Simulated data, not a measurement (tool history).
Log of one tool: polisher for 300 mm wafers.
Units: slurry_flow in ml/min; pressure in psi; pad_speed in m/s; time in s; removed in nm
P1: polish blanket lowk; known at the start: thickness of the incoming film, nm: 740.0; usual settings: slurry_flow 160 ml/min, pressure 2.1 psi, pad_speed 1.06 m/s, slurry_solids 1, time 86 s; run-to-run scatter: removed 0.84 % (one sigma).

run   hour  slurry_flow  pressure  pad_speed  slurry_solids  time  wafers polished on this pad  hours since the slurry nozzle was cleaned  hours since the head pressure was calibrated  hours since the slurry blender was calibrated  hours since the conditioning disc was replaced  removed
  1    4.8          160       2.1       1.06              1    86                          294                                       75.1                                         409.1                                          114.5                                           122.9   35.825
  2    8.1          160       2.1       1.06           1.25    86                          319                                       78.4                                         412.4                                          117.8                                           126.2   39.796
  3   11.8          160         3       1.06              1    86                          348                                       82.1                                         416.1                                          121.5                                           129.9   51.731
  4   14.4          160       2.1       1.06              1    86                          368                                       84.7                                         418.7                                          124.1                                           132.5   36.674
  5   17.2          160       2.1       1.56              1    86                          390                                       87.5                                         421.5                                          126.9                                           135.3   49.937
  6   20.5          160       2.1       1.06           0.55    86                          415                                       90.8                                         424.8                                          130.2                                           138.6   26.569
        22  -- head pressure recalibrated
  7   23.5          160       0.9       1.06              1    86                          439                                       93.8                                           1.6                                          133.2                                           141.6   15.629
  8     26          160       2.1       1.06              1    86                          458                                       96.3                                           4.1                                          135.7                                           144.1   36.846
  9   28.8           95       2.1       1.06              1    86                          480                                       99.1                                           6.9                                          138.5                                           146.9   32.334
 10   33.7          160       2.1       1.06              1   120                          518                                        104                                          11.8                                          143.4                                           151.8   51.025
 11   37.7          160       2.1       1.06              1    86                          549                                        108                                          15.8                                          147.4                                           155.8   36.543
 12   41.5           95       2.1        0.5              1    86                          578                                      111.8                                          19.6                                          151.2                                           159.6   17.886
      42.3  -- slurry blender recalibrated
 13   45.7          160       2.1       0.58              1    86                          611                                        116                                          23.8                                            3.5                                           163.8   22.553
 14   50.5          160       2.1       1.06              1    86                          648                                      120.8                                          28.6                                            8.3                                           168.6   36.444
 15     54          160       2.1       1.06              1    86                          675                                      124.3                                          32.1                                           11.8                                           172.1   36.454
 16   57.3          160       2.1       0.68              1   116                          700                                      127.6                                          35.4                                           15.1                                           175.4    34.05
 17   59.6          160       2.1       1.06              1    86                          718                                      129.9                                          37.7                                           17.4                                           177.7   36.321
 18   64.5          160       2.1       1.36              1    59                          756                                      134.8                                          42.6                                           22.3                                           182.6    30.21
 19   66.9          245       2.1       1.06              1    86                          775                                      137.2                                            45                                           24.7                                             185   38.783
 20   71.6          160       2.1       1.06              1    52                          811                                      141.9                                          49.7                                           29.4                                           189.7   21.769
 21   74.6          160       2.1       1.06              1    86                          834                                      144.9                                          52.7                                           32.4                                           192.7   36.261
 22   77.9          160       2.1       1.06              1    86                          860                                      148.2                                            56                                           35.7                                             196   35.459
 23   80.4          160       2.1       1.06              1    86                          879                                      150.7                                          58.5                                           38.2                                           198.5   33.966
 24   84.4          160       2.1       1.06              1    86                          910                                      154.7                                          62.5                                           42.2                                           202.5   32.589
 25   86.9          160       2.1       1.06              1    86                          930                                      157.2                                            65                                           44.7                                             205   32.649
 26   90.2          160       2.1       1.06              1    86                          955                                      160.5                                          68.3                                             48                                           208.3   32.557
 27   92.7          160       2.1       1.06              1    86                          975                                        163                                          70.8                                           50.5                                           210.8   31.884
      94.1  -- slurry nozzle cleaned
 28   97.3          160       2.1       1.06              1    86                         1010                                        3.2                                          75.4                                           55.1                                           215.4   30.924
      97.9  -- head pressure recalibrated
      98.6  -- conditioning disc replaced and pad reconditioned
 29  102.2          160       2.1       1.06              1    86                         1048                                        8.1                                           4.3                                             60                                             3.7    31.42
 30  106.8          160       2.1       1.06              1    86                         1084                                       12.7                                           8.9                                           64.6                                             8.3   31.304

What P1 gives has crept away from where it was. These 2 causes fit the log equally well, each at the size given:
A: removal rate lost through wear of the pad, % = 13.7
B: abrasive missing from the slurry, % = 25.9
The creep began at about hour 74.6.
Why every other cause is out:
slurry flow missing at the pad, %: serviced at hour 94.1, which brought nothing back
head's pressure below its setpoint, %: serviced at hour 97.9, which brought nothing back
time polished since the conditioner stopped cutting, s: serviced at hour 98.6, which brought nothing back

4 check runs are offered, each on 5 wafers whose results are averaged, their results left as question marks. Which one tells the causes apart?
check 1  111.4          160         3       1.06              1    86                                                                                                                                                                                                                             ?
check 2  111.4          100       2.1       1.06           0.65    86                                                                                                                                                                                                                             ?
check 3  111.4          160       2.1       1.52              1   115                                                                                                                                                                                                                             ?
check 4  111.4          230       1.4       1.06              1    86                                                                                                                                                                                                                             ?

What each check would give under each cause:
  check   result    if A    if B
check 1  removed  44.786  44.781
check 2  removed  22.883  22.163
check 3  removed  55.933  55.927
check 4  removed  21.978  21.975
How far apart the two closest causes lie, in the result that separates them most: check 1 0.01 %; check 2 3.19 %; check 3 0.01 %; check 4 0.01 %
Only check 2 tells the causes apart: in the others they would give nearly the same result.

Check 2 was then run and gave: removed 22.213 nm. Which cause is it?

It is B: abrasive missing from the slurry, %.
